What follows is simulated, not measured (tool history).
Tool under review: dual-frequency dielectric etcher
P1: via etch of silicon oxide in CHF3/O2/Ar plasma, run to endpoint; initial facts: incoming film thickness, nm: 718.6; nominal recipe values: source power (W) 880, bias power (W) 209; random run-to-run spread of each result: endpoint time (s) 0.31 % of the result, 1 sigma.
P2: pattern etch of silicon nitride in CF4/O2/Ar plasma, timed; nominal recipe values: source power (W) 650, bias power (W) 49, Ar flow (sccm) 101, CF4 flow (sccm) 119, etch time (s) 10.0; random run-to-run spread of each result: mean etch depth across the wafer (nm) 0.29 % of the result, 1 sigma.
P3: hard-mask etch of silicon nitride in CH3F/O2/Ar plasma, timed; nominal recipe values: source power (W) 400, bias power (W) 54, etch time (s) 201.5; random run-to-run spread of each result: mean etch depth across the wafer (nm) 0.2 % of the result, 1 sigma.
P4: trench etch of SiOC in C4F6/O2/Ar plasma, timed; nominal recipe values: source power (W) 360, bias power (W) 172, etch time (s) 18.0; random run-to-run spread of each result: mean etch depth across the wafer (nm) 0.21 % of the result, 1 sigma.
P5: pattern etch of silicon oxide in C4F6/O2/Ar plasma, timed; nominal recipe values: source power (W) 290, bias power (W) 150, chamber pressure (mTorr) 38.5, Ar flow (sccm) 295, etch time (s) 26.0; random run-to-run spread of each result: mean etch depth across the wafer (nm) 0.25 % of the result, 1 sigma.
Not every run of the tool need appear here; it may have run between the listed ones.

run	hour	process that ran	source power (W)	bias power (W)	chamber pressure (mTorr)	Ar flow (sccm)	etch time (s)	CF4 flow (sccm)	hours since the last wet clean	hours since the last source power generator calibration	hours since the last bias power generator calibration	endpoint time (s)	mean etch depth across the wafer (nm)
1	4.3	P1	880	209					103.3	1678.5	1807.2	295.15	
2	12.7	P1	1060	209					111.7	1686.9	1815.6	276.37	
3	21.9	P5	290	207	38.5	295	26.0		120.9	1696.1	1824.8		71.824
4	29.7	P1	880	209					128.7	1703.9	1832.6	297.21	
5	38.8	P4	360	172			18.0		137.8	1713.0	1841.7		35.078
6	44.5	P2	650	49		101	10.0	119	143.5	1718.7	1847.4		24.752
7	53.9	P3	290	54			201.5		152.9	1728.1	1856.8		114.710
8	59.7	P5	290	150	50.0	295	26.0		158.7	1733.9	1862.6		62.700
9	64.3	P3	400	54			201.5		163.3	1738.5	1867.2		130.090
10	69.7	P1	1190	175					168.7	1743.9	1872.6	280.65	
11	77.8	P1	880	286					176.8	1752.0	1880.7	266.14	
12	86.2	P1	880	209					185.2	1760.4	1889.1	295.64	
13	94.8	P2	650	30		101	10.0	119	193.8	1769.0	1897.7		20.966
14	100.2	P5	190	150	38.5	295	26.0		199.2	1774.4	1903.1		54.782
15	108.8	P4	360	172			12.5		207.8	1783.0	1911.7		24.286
16	114.5	P1	640	253					213.5	1788.7	1917.4	311.54	
17	118.7	P1	880	157					217.7	1792.9	1921.6	324.38	
# hour 124.8: wet clean of the chamber
18	124.8	P4	220	172			18.0		0.0	1799.0	1927.7		28.912
19	130.1	P5	290	150	38.5	361	26.0		5.3	1804.3	1933.0		63.287
20	138.8	P2	650	49		101	5.5	119	14.0	1813.0	1941.7		13.592
21	143.1	P1	880	209					18.3	1817.3	1946.0	296.03	
22	150.8	P3	400	54			135.5		26.0	1825.0	1953.7		87.571
23	155.7	P2	650	49		101	10.0	119	30.9	1829.9	1958.6		24.712
# hour 157.8: source power generator calibrated
24	163.4	P2	650	49		82	10.0	119	38.6	5.7	1966.3		25.354
25	170.6	P5	290	150	38.5	295	17.0		45.8	12.9	1973.5		42.553
26	178.8	P2	500	49		101	10.0	119	54.0	21.1	1981.7		19.615
27	184.6	P5	290	150	38.5	295	26.0		59.8	26.9	1987.5		64.501
28	189.2	P4	360	235			18.0		64.4	31.5	1992.1		38.703
29	198.3	P2	650	49		101	10.0	73	73.5	40.6	2001.2		23.335
30	207.8	P1	880	209					83.0	50.1	2010.7	295.69	
31	213.6	P3	400	68			201.5		88.8	55.9	2016.5		140.090
32	218.1	P1	1110	138					93.3	60.4	2021.0	309.77	
33	226.3	P1	630	209					101.5	68.6	2029.2	337.41	
34	235.6	P1	880	209					110.8	77.9	2038.5	294.51	
35	241.7	P1	880	209					116.9	84.0	2044.6	298.30	
36	249.4	P1	880	209					124.6	91.7	2052.3	299.37	
37	255.3	P1	880	209					130.5	97.6	2058.2	300.19	
38	262.7	P1	880	209					137.9	105.0	2065.6	298.99	
39	269.1	P1	880	209					144.3	111.4	2072.0	301.71	
40	274.3	P1	880	209					149.5	116.6	2077.2	301.09	
# hour 278.9: wet clean of the chamber
41	282.7	P1	880	209					3.9	125.0	2085.6	302.03	
42	291.4	P1	880	209					12.6	133.7	2094.3	301.00	
43	300.0	P1	880	209					21.2	142.3	2102.9	301.23	

The output of P1 has drifted from where it used to be. Each of the 2 causes below, taken at the size shown beside it, accounts for the log equally well:
A: bias power that arrives under what is set, % = 4.9
B: source power that arrives under what is set, % = 4.32
The process output started creeping at around hour 235.6.
Every other cause this tool's parts could produce, and why it does not fit the log:
chamber walls in a state that lowers the etch rate, %: maintenance at hour 278.9, after the shift began, did not return the process to its former output

Consider the 4 single-wafer check runs listed below, results given as question marks: which one distinguishes between the causes by giving clearly different results for each?
check 1	308.6	P2	650	30		101	10.0	74					?
check 2	308.6	P3	300	54			201.5						?
check 3	308.6	P5	200	150	38.5	295	26.0						?
check 4	308.6	P4	260	172			18.0						?

Check results expected under each cause:
check	result	if A	if B
check 1	mean etch depth across the wafer (nm)	19.158	18.739
check 2	mean etch depth across the wafer (nm)	114.490	114.420
check 3	mean etch depth across the wafer (nm)	55.096	55.033
check 4	mean etch depth across the wafer (nm)	30.337	30.310
How far apart the two closest causes lie, in the result that separates them most: check 1 2.21 %; check 2 0.06 %; check 3 0.11 %; check 4 0.09 %
Check 1 tells the causes apart: in the others they would give nearly the same result.

Check 1 has now been run. It gave: mean etch depth across the wafer (nm) 19.147. Which of the candidate causes is it?

A is the cause: bias power that arrives under what is set, %.
